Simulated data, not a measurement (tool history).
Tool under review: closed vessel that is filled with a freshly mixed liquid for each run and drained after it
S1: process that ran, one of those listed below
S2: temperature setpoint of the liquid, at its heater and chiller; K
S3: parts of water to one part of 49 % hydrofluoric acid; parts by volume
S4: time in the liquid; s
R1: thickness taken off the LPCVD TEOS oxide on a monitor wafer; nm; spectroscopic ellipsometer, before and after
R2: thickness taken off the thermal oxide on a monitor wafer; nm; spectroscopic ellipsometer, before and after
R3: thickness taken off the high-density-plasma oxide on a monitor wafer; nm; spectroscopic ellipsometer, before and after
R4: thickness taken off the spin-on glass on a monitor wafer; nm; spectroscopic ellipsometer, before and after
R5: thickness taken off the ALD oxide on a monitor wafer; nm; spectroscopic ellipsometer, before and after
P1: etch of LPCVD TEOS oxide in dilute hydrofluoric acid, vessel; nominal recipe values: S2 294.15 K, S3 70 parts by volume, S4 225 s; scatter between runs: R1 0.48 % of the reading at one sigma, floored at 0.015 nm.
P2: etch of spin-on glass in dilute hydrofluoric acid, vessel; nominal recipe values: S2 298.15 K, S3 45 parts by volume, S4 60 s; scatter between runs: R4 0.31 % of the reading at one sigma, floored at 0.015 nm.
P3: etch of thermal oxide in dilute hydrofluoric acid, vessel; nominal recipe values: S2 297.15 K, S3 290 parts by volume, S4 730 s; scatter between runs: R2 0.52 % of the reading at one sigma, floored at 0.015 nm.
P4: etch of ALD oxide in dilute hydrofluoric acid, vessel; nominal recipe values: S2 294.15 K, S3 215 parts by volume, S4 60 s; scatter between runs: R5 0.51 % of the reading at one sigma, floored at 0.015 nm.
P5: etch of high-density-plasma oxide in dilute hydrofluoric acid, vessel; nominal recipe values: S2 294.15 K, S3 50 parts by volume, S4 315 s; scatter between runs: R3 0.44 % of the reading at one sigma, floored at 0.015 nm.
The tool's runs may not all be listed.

run	hour	S1	S2	S3	S4	R1	R2	R3	R4	R5
1	4.4	P1	294.15	70	225	52.825				
2	9.8	P3	297.15	290	1055		13.282			
3	16.8	P3	297.15	405	730		5.9116			
# hour 20.5: hydrofluoric acid flow meter replaced
4	21.1	P5	294.15	50	315			39.451		
5	28.6	P2	298.15	45	110				89.018	
6	33	P1	294.15	70	225	52.924				
7	37.3	P2	298.15	45	60				48.644	
8	42.9	P3	297.15	290	730		9.2939			
9	47.6	P1	290.15	70	225	44.869				
10	51	P5	294.15	20	315			101.5		
11	54.5	P2	298.15	20	60				112.8	
12	58.7	P4	294.15	215	30					3.4196
13	66.1	P1	294.15	70	225	53.054				
14	69.5	P1	294.15	45	315	118.91				
15	72.9	P1	294.15	70	225	53.07				
16	79.4	P5	294.15	50	485			60.557		
17	83.2	P4	294.15	65	60					26.307
18	88.5	P3	293.65	290	730		8.0785			
19	95.8	P4	298.15	215	60					7.9028
20	101.3	P4	294.15	215	60					6.8265
21	108.5	P1	294.15	120	225	29.365				
22	112	P1	294.15	70	225	53.083				
23	118.4	P1	294.15	70	430	100.93				
24	123.7	P1	294.15	20	225	196.71				
25	130.2	P5	294.15	50	315			39.198		
26	136.4	P1	294.15	70	225	53.085				
27	139.9	P5	301.65	50	315			53.32		
28	144.5	P2	298.15	45	60				48.619	
29	151.4	P1	297.65	70	225	60.914				
30	155.6	P2	303.65	45	60				60.41	
31	160.3	P3	297.15	290	730		9.2282			
32	165.1	P1	294.15	70	225	53.074				
33	169.5	P1	294.15	70	30	7.0652				
34	176.1	P1	294.15	70	225	53.301				
35	182.4	P1	294.15	70	225	55.274				
36	189.3	P1	294.15	70	225	56.634				
37	192.7	P1	294.15	70	225	56.146				
38	196.6	P1	294.15	70	225	56.356				
39	201.8	P1	294.15	70	225	57.082				
40	206.4	P1	294.15	70	225	57.141				

P1 has crept away from where it was. The log is fitted equally well by each of these 2 causes, at the sizes shown:
A: liquid hotter than its thermometer reads (K) = 1.78
B: hydrofluoric acid flow above the setpoint (%) = 7.01
The onset of the drift is placed at about hour 176.1.

4 check runs are offered, each on 2 wafers whose results are averaged, their results left as question marks. Which one tells the causes apart?
check 1	211	P5	301.15	50	315			?		
check 2	211	P3	297.15	405	730		?			
check 3	211	P2	298.15	20	60				?	
check 4	211	P4	294.15	90	60					?

What every check run would give for each of its results, assuming each possible cause in turn:
check	result	if A	if B
check 1	R3	56.192	56.315
check 2	R2	6.2941	6.5121
check 3	R4	121.83	121.28
check 4	R5	19.905	19.951
Per check, the gap between the least separated pair of causes, taken in the result that splits them most: check 1 0.22 %; check 2 3.4 %; check 3 0.46 %; check 4 0.23 %
The other checks would show nearly matching results whichever cause is true, so check 2 is the only one that separates the causes.

Check 2 has now been run. It gave: R2 6.5345 nm. Which of the candidate causes is it?

It was cause B: hydrofluoric acid flow above the setpoint (%).

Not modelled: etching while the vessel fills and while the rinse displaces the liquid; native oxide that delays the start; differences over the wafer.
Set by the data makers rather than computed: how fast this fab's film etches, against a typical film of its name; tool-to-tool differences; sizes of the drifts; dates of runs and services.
